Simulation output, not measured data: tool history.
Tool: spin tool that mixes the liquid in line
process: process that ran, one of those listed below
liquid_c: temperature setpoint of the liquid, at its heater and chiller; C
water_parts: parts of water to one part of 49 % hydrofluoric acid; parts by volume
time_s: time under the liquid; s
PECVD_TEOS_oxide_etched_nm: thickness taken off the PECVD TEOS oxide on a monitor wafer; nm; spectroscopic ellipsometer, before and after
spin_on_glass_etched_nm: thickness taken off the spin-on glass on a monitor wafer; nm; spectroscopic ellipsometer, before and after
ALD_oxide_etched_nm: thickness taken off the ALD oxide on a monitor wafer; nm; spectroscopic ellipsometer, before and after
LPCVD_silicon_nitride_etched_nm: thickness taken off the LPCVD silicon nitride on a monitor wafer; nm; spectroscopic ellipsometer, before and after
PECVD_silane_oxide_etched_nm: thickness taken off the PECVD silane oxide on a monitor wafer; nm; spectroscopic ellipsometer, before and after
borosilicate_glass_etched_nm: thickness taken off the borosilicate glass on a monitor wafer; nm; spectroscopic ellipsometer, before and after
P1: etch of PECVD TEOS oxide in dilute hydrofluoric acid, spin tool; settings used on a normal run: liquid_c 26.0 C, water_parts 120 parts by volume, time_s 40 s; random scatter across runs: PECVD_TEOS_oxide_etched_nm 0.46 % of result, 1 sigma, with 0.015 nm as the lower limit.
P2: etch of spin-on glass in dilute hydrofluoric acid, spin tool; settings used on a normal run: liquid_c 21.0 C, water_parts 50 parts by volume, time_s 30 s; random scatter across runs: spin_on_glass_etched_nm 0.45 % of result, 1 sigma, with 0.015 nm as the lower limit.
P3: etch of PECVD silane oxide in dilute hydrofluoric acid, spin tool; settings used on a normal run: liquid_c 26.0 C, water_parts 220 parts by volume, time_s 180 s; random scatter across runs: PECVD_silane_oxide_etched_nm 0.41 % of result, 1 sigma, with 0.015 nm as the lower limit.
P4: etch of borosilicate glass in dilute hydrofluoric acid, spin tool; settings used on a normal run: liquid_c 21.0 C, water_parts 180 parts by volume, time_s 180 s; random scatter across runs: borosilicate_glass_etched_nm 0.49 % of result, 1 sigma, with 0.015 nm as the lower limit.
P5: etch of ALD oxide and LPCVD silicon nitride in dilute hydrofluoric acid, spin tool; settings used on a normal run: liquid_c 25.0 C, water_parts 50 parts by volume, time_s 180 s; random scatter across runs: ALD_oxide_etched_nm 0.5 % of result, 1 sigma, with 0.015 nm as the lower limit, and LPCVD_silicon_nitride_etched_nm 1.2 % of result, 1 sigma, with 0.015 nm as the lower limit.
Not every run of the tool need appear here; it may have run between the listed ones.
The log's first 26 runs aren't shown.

run     day  process  liquid_c  water_parts  time_s  hours since the thermometer was replaced  hours since the hydrofluoric acid flow meter was replaced  PECVD_TEOS_oxide_etched_nm  spin_on_glass_etched_nm  ALD_oxide_etched_nm  LPCVD_silicon_nitride_etched_nm  PECVD_silane_oxide_etched_nm  borosilicate_glass_etched_nm
 27   9.338       P3      26.0          220     350                                    1665.7                                                      687.9                                                                                                                                   32.811
 28   9.592       P2      29.0           50      30                                    1671.8                                                      694.0                                               43.315
 29   9.942       P2      21.0           50      15                                    1680.2                                                      702.4                                               15.673
 30  10.392       P1      18.0           50      40                                    1691.0                                                      713.2                     13.2570
 31  10.867       P1      26.0          120      40                                    1702.4                                                      724.6                      7.0057
 32  11.333       P1      26.0          120      40                                    1713.6                                                      735.8                      6.7600
 33  11.646       P1      26.0          120      40                                    1721.1                                                      743.3                      6.6347
 34  12.092       P1      26.0          120      40                                    1731.8                                                      754.0                      6.4972
 35  12.325       P1      26.0          120      40                                    1737.4                                                      759.6                      6.4752

The next listed run, before its measurement:
 36  12.738       P1      26.0          120      40                                    1747.3                                                      769.5                           ?

{"run 36": {"PECVD_TEOS_oxide_etched_nm": 6.4864}}
